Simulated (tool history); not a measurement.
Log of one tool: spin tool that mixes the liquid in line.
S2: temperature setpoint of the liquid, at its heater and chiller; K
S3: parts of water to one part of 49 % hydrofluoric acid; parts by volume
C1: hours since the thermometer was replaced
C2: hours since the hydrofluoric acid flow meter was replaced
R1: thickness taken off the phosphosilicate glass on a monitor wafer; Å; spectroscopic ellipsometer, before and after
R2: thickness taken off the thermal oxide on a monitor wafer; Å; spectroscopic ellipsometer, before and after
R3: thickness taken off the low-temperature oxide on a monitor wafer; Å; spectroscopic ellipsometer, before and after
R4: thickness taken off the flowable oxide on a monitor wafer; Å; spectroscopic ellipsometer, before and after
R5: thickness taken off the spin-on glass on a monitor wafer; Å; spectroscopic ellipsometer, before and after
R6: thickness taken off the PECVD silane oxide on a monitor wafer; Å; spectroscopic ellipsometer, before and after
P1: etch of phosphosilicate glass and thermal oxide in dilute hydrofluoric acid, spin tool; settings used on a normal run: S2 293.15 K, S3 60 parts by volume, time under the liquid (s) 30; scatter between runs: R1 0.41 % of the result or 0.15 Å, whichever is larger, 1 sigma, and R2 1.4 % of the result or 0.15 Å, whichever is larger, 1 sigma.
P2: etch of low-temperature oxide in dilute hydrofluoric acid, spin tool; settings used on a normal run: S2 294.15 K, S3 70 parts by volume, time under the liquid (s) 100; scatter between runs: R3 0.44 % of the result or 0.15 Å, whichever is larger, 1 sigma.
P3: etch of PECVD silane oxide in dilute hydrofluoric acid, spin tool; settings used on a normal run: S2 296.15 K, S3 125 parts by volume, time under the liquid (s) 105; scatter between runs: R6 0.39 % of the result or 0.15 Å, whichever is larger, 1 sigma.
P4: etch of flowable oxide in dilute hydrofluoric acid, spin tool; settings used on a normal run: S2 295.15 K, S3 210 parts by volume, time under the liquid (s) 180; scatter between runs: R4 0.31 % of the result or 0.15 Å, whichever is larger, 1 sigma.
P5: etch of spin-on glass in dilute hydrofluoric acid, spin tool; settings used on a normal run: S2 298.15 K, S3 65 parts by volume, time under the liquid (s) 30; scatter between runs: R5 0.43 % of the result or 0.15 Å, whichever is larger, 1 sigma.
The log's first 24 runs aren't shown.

{"run": 25, "hour": 260.1, "process that ran": "P1", "S2": 293.15, "S3": 60, "time under the liquid (s)": 15, "C1": 521.6, "C2": 8.9, "R1": 444.27, "R2": 9.9657}
{"run": 26, "hour": 273.9, "process that ran": "P2", "S2": 294.15, "S3": 70, "time under the liquid (s)": 180, "C1": 535.4, "C2": 22.7, "R3": 854.16}
{"run": 27, "hour": 280.8, "process that ran": "P1", "S2": 290.15, "S3": 60, "time under the liquid (s)": 30, "C1": 542.3, "C2": 29.6, "R1": 782.27, "R2": 17.994}
{"run": 28, "hour": 296.2, "process that ran": "P5", "S2": 298.15, "S3": 65, "time under the liquid (s)": 15, "C1": 557.7, "C2": 45.0, "R5": 108.12}
{"run": 29, "hour": 311.5, "process that ran": "P1", "S2": 293.15, "S3": 80, "time under the liquid (s)": 30, "C1": 573.0, "C2": 60.3, "R1": 647.61, "R2": 14.836}
{"run": 30, "hour": 322.9, "process that ran": "P4", "S2": 290.15, "S3": 210, "time under the liquid (s)": 180, "C1": 584.4, "C2": 71.7, "R4": 165.23}
{"run": 31, "hour": 333.4, "process that ran": "P4", "S2": 295.15, "S3": 210, "time under the liquid (s)": 180, "C1": 594.9, "C2": 82.2, "R4": 201.45}
{"run": 32, "hour": 348.2, "process that ran": "P4", "S2": 295.15, "S3": 210, "time under the liquid (s)": 260, "C1": 609.7, "C2": 97.0, "R4": 291.39}
{"run": 33, "hour": 363.3, "process that ran": "P1", "S2": 293.15, "S3": 60, "time under the liquid (s)": 30, "C1": 624.8, "C2": 112.1, "R1": 884.53, "R2": 19.858}
{"run": 34, "hour": 371.7, "process that ran": "P1", "S2": 293.15, "S3": 60, "time under the liquid (s)": 30, "C1": 633.2, "C2": 120.5, "R1": 859.8, "R2": 19.569}
{"run": 35, "hour": 384.6, "process that ran": "P1", "S2": 293.15, "S3": 60, "time under the liquid (s)": 30, "C1": 646.1, "C2": 133.4, "R1": 839.99, "R2": 19.05}
{"run": 36, "hour": 395.3, "process that ran": "P1", "S2": 293.15, "S3": 60, "time under the liquid (s)": 30, "C1": 656.8, "C2": 144.1, "R1": 825.95, "R2": 18.613}
{"run": 37, "hour": 405.0, "process that ran": "P1", "S2": 293.15, "S3": 60, "time under the liquid (s)": 30, "C1": 666.5, "C2": 153.8, "R1": 822.84, "R2": 18.829}
{"run": 38, "hour": 419.5, "process that ran": "P1", "S2": 293.15, "S3": 60, "time under the liquid (s)": 30, "C1": 681.0, "C2": 168.3, "R1": 807.5, "R2": 18.484}
{"run": 39, "hour": 428.2, "process that ran": "P1", "S2": 293.15, "S3": 60, "time under the liquid (s)": 30, "C1": 689.7, "C2": 177.0, "R1": 807.63, "R2": 18.127}
{"run": 40, "hour": 441.2, "process that ran": "P1", "S2": 293.15, "S3": 60, "time under the liquid (s)": 30, "C1": 702.7, "C2": 190.0, "R1": 814.64, "R2": 17.933}

What does the tool deliver on the next run?
{"run": 41, "hour": 449.0, "process that ran": "P1", "S2": 293.15, "S3": 60, "time under the liquid (s)": 30, "C1": 710.5, "C2": 197.8, "R1": "?", "R2": "?"}

{"run 41": {"R1": 808.87, "R2": 18.333}}

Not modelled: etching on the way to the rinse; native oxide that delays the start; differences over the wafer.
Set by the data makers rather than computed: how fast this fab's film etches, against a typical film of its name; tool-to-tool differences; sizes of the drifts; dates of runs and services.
